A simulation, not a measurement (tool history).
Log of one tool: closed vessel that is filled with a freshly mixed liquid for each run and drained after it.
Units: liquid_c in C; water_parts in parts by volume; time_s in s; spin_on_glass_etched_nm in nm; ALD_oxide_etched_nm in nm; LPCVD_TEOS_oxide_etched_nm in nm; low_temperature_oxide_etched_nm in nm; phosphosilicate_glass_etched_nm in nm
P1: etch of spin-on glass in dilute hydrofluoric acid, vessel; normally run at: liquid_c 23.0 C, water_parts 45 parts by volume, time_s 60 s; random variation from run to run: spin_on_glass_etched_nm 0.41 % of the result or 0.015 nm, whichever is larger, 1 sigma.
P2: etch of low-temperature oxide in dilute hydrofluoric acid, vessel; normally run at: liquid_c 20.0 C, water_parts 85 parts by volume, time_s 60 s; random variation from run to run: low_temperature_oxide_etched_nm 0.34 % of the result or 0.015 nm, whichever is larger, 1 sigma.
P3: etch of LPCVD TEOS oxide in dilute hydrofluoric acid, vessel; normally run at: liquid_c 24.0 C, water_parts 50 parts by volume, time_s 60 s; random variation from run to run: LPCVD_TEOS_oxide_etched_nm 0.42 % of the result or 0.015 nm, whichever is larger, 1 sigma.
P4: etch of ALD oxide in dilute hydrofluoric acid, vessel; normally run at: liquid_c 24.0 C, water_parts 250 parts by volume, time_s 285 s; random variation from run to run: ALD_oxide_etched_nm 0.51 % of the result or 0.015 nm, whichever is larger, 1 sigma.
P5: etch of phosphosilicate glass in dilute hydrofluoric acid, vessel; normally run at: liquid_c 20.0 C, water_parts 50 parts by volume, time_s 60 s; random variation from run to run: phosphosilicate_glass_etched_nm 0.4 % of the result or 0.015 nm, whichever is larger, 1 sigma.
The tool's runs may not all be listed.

run,hour,process,liquid_c,water_parts,time_s,hours since the thermometer was replaced,hours since the hydrofluoric acid flow meter was replaced,spin_on_glass_etched_nm,ALD_oxide_etched_nm,LPCVD_TEOS_oxide_etched_nm,low_temperature_oxide_etched_nm,phosphosilicate_glass_etched_nm
1,8.1,P1,23.0,45,60,660.2,306.0,59.166,,,,
2,15.2,P1,23.0,45,60,667.3,313.1,59.515,,,,
3,29.0,P1,23.0,45,110,681.1,326.9,109.210,,,,
4,39.1,P4,24.0,415,285,691.2,337.0,,6.4329,,,
5,50.6,P3,24.0,50,60,702.7,348.5,,,51.479,,
6,62.1,P1,31.0,45,30,714.2,360.0,40.941,,,,
7,75.1,P1,23.0,75,60,727.2,373.0,34.272,,,,
8,87.6,P2,24.0,85,60,739.7,385.5,,,,17.5840,
9,95.4,P5,24.5,50,60,747.5,393.3,,,,,206.64
10,110.4,P1,23.0,45,60,762.5,408.3,59.062,,,,
11,120.0,P3,17.0,50,60,772.1,417.9,,,38.581,,
12,128.1,P1,23.0,45,60,780.2,426.0,59.408,,,,
13,138.0,P3,24.0,50,30,790.1,435.9,,,25.861,,
14,150.0,P2,20.0,140,60,802.1,447.9,,,,8.5020,
15,164.0,P5,20.0,50,60,816.1,461.9,,,,,170.65
16,171.9,P5,20.0,50,60,824.0,469.8,,,,,171.48
17,179.0,P2,20.0,85,30,831.1,476.9,,,,7.4429,
18,194.2,P4,24.0,250,105,846.3,492.1,,4.6176,,,
19,201.8,P1,17.0,45,60,853.9,499.7,46.020,,,,
20,216.8,P1,23.0,45,60,868.9,514.7,59.650,,,,
21,227.0,P3,24.0,80,60,879.1,524.9,,,31.103,,
22,240.0,P2,20.0,85,60,892.1,537.9,,,,14.9780,
23,255.4,P5,20.0,70,60,907.5,553.3,,,,,119.13
24,263.0,P4,17.0,250,285,915.1,560.9,,9.6965,,,
25,271.0,P4,24.0,250,285,923.1,568.9,,12.5660,,,
26,284.6,P5,20.0,50,90,936.7,582.5,,,,,256.77
27,298.9,P1,29.0,70,60,951.0,596.8,47.261,,,,
28,307.3,P1,23.0,45,30,959.4,605.2,29.636,,,,
29,319.1,P4,24.0,250,285,971.2,617.0,,12.4810,,,
30,334.7,P1,27.5,45,60,986.8,632.6,71.839,,,,
31,347.1,P1,23.0,25,60,999.2,645.0,109.870,,,,
32,355.0,P1,17.5,60,60,1007.1,652.9,34.749,,,,
33,367.8,P1,23.0,45,60,1019.9,665.7,59.337,,,,
34,380.6,P1,23.0,45,60,1032.7,678.5,57.220,,,,
35,390.0,P1,23.0,45,60,1042.1,687.9,56.439,,,,
36,401.7,P1,23.0,45,60,1053.8,699.6,55.684,,,,
37,408.8,P1,23.0,45,60,1060.9,706.7,55.234,,,,
38,421.2,P1,23.0,45,60,1073.3,719.1,54.385,,,,
39,431.2,P1,23.0,45,60,1083.3,729.1,54.639,,,,
40,438.4,P1,23.0,45,60,1090.5,736.3,54.276,,,,
41,448.3,P1,23.0,45,60,1100.4,746.2,53.806,,,,
42,460.6,P1,23.0,45,60,1112.7,758.5,54.234,,,,
43,473.9,P1,23.0,45,60,1126.0,771.8,53.589,,,,
44,482.5,P1,23.0,45,60,1134.6,780.4,53.858,,,,

What P1 gives has crept away from where it was. These 2 causes fit the log equally well, each at the size given:
A: hydrofluoric acid flow below the setpoint (%) = 9.01
B: liquid colder than its thermometer reads (K) = 2.39
The creep began at about hour 367.8.

4 check runs are offered, each on 2 wafers whose results are averaged, their results left as question marks. Which one tells the causes apart?
check 1,491.1,P4,24.0,250,285,,,,?,,,
check 2,491.1,P5,20.0,50,60,,,,,,,?
check 3,491.1,P2,20.0,85,60,,,,,,?,
check 4,491.1,P3,24.0,50,60,,,,,?,,

What each check would give under each cause:
check,result,if A,if B
check 1,ALD_oxide_etched_nm,11.0930,11.4610
check 2,phosphosilicate_glass_etched_nm,154.84,154.51
check 3,low_temperature_oxide_etched_nm,13.4510,13.5020
check 4,LPCVD_TEOS_oxide_etched_nm,46.874,46.952
How far apart the two closest causes lie, in the result that separates them most: check 1 3.26 %; check 2 0.21 %; check 3 0.39 %; check 4 0.17 %
Check 1 tells the causes apart: in the others they would give nearly the same result.

Then check 1 was run and gave: ALD_oxide_etched_nm 11.1460 nm. Which cause is it?

It is A: hydrofluoric acid flow below the setpoint (%).
